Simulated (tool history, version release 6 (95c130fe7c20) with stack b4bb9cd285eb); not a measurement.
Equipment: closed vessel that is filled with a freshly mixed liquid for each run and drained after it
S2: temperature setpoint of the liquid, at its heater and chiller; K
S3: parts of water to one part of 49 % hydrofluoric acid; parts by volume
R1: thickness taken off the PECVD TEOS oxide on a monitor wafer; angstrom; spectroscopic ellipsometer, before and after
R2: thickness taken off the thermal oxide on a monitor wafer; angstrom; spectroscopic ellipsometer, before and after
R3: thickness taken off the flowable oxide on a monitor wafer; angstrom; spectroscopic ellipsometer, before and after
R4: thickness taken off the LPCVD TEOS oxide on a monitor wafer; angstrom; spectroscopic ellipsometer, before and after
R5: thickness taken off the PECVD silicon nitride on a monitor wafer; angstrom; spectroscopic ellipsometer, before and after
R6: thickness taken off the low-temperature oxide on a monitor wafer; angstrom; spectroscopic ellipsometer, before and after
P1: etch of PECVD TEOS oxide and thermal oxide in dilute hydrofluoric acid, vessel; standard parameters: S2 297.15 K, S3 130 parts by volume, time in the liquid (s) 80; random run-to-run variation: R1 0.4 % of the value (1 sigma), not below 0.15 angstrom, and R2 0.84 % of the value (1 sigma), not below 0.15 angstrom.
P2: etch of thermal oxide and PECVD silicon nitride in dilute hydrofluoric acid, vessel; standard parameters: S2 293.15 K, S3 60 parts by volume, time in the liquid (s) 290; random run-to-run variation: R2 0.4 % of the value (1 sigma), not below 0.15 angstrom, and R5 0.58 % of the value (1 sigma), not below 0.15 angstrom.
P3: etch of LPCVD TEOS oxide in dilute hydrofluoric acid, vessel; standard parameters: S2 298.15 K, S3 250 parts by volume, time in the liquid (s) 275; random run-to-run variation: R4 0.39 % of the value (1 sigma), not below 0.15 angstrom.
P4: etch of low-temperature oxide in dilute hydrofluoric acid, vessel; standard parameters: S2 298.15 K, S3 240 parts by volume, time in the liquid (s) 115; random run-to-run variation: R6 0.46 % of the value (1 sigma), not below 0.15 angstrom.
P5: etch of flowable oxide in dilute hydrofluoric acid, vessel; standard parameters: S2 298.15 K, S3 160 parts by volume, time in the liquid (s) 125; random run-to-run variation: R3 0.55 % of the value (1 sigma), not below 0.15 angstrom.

Run 1, hour 7: process that ran P1, S2 297.15 K, S3 130 parts by volume, time in the liquid (s) 80. Result: R1 70.953 angstrom, R2 29.311 angstrom.
Run 2, hour 12.3: process that ran P1, S2 297.15 K, S3 130 parts by volume, time in the liquid (s) 125. Result: R1 109.55 angstrom, R2 44.278 angstrom.
Run 3, hour 19.5: process that ran P5, S2 291.65 K, S3 160 parts by volume, time in the liquid (s) 125. Result: R3 206.82 angstrom.
Run 4, hour 24.8: process that ran P1, S2 297.15 K, S3 25 parts by volume, time in the liquid (s) 80. Result: R1 420.13 angstrom, R2 172.57 angstrom.
Run 5, hour 28.8: process that ran P3, S2 298.15 K, S3 250 parts by volume, time in the liquid (s) 275. Result: R4 517.75 angstrom.
At hour 30.9: thermometer replaced.
Run 6, hour 33.5: process that ran P1, S2 297.15 K, S3 130 parts by volume, time in the liquid (s) 80. Result: R1 70.604 angstrom, R2 29.367 angstrom.
Run 7, hour 41: process that ran P2, S2 293.15 K, S3 30 parts by volume, time in the liquid (s) 290. Result: R2 436.75 angstrom, R5 185.3 angstrom.
Run 8, hour 44.9: process that ran P2, S2 290.15 K, S3 60 parts by volume, time in the liquid (s) 290. Result: R2 184.94 angstrom, R5 77.354 angstrom.
Run 9, hour 48.5: process that ran P5, S2 298.15 K, S3 160 parts by volume, time in the liquid (s) 65. Result: R3 137.77 angstrom.
Run 10, hour 53.9: process that ran P3, S2 298.15 K, S3 250 parts by volume, time in the liquid (s) 395. Result: R4 743.01 angstrom.
Run 11, hour 59.3: process that ran P2, S2 293.15 K, S3 60 parts by volume, time in the liquid (s) 290. Result: R2 207.64 angstrom, R5 95.192 angstrom.
Run 12, hour 64.8: process that ran P3, S2 290.65 K, S3 250 parts by volume, time in the liquid (s) 275. Result: R4 389.1 angstrom.
Run 13, hour 70.7: process that ran P5, S2 298.15 K, S3 50 parts by volume, time in the liquid (s) 125. Result: R3 960.76 angstrom.
Run 14, hour 75.5: process that ran P4, S2 290.15 K, S3 240 parts by volume, time in the liquid (s) 115. Result: R6 40.589 angstrom.
Run 15, hour 81.4: process that ran P1, S2 297.15 K, S3 130 parts by volume, time in the liquid (s) 30. Result: R1 26.595 angstrom, R2 10.919 angstrom.
Run 16, hour 84.9: process that ran P1, S2 297.15 K, S3 130 parts by volume, time in the liquid (s) 80. Result: R1 71.177 angstrom, R2 29.544 angstrom.
Run 17, hour 89.2: process that ran P4, S2 298.15 K, S3 85 parts by volume, time in the liquid (s) 115. Result: R6 185.79 angstrom.
Run 18, hour 93.1: process that ran P4, S2 298.15 K, S3 240 parts by volume, time in the liquid (s) 115. Result: R6 54.515 angstrom.
Run 19, hour 98.5: process that ran P5, S2 298.15 K, S3 160 parts by volume, time in the liquid (s) 125. Result: R3 261.56 angstrom.
Run 20, hour 105.3: process that ran P1, S2 297.15 K, S3 230 parts by volume, time in the liquid (s) 30. Result: R1 13.397 angstrom, R2 5.5753 angstrom.
Run 21, hour 112: process that ran P1, S2 297.15 K, S3 130 parts by volume, time in the liquid (s) 80. Result: R1 70.983 angstrom, R2 29.299 angstrom.
Run 22, hour 115.7: process that ran P1, S2 297.15 K, S3 130 parts by volume, time in the liquid (s) 80. Result: R1 70.571 angstrom, R2 29.237 angstrom.
Run 23, hour 122.6: process that ran P4, S2 298.15 K, S3 240 parts by volume, time in the liquid (s) 30. Result: R6 14.252 angstrom.
Run 24, hour 126.4: process that ran P4, S2 298.15 K, S3 240 parts by volume, time in the liquid (s) 115. Result: R6 54.561 angstrom.
Run 25, hour 129.9: process that ran P1, S2 297.15 K, S3 230 parts by volume, time in the liquid (s) 80. Result: R1 35.844 angstrom, R2 14.795 angstrom.
Run 26, hour 135.3: process that ran P2, S2 293.15 K, S3 60 parts by volume, time in the liquid (s) 290. Result: R2 209.44 angstrom, R5 94.801 angstrom.
Run 27, hour 142.5: process that ran P1, S2 302.15 K, S3 130 parts by volume, time in the liquid (s) 80. Result: R1 85.44 angstrom, R2 34.715 angstrom.
Run 28, hour 146.5: process that ran P1, S2 303.65 K, S3 225 parts by volume, time in the liquid (s) 80. Result: R1 46.38 angstrom, R2 19.165 angstrom.

The next listed run, before its measurement:
Run 29, hour 152.7: process that ran P1, S2 297.15 K, S3 130 parts by volume, time in the liquid (s) 80. Result: R1 ?, R2 ?.

Run 29 produced R1 70.503 angstrom, R2 29.123 angstrom.
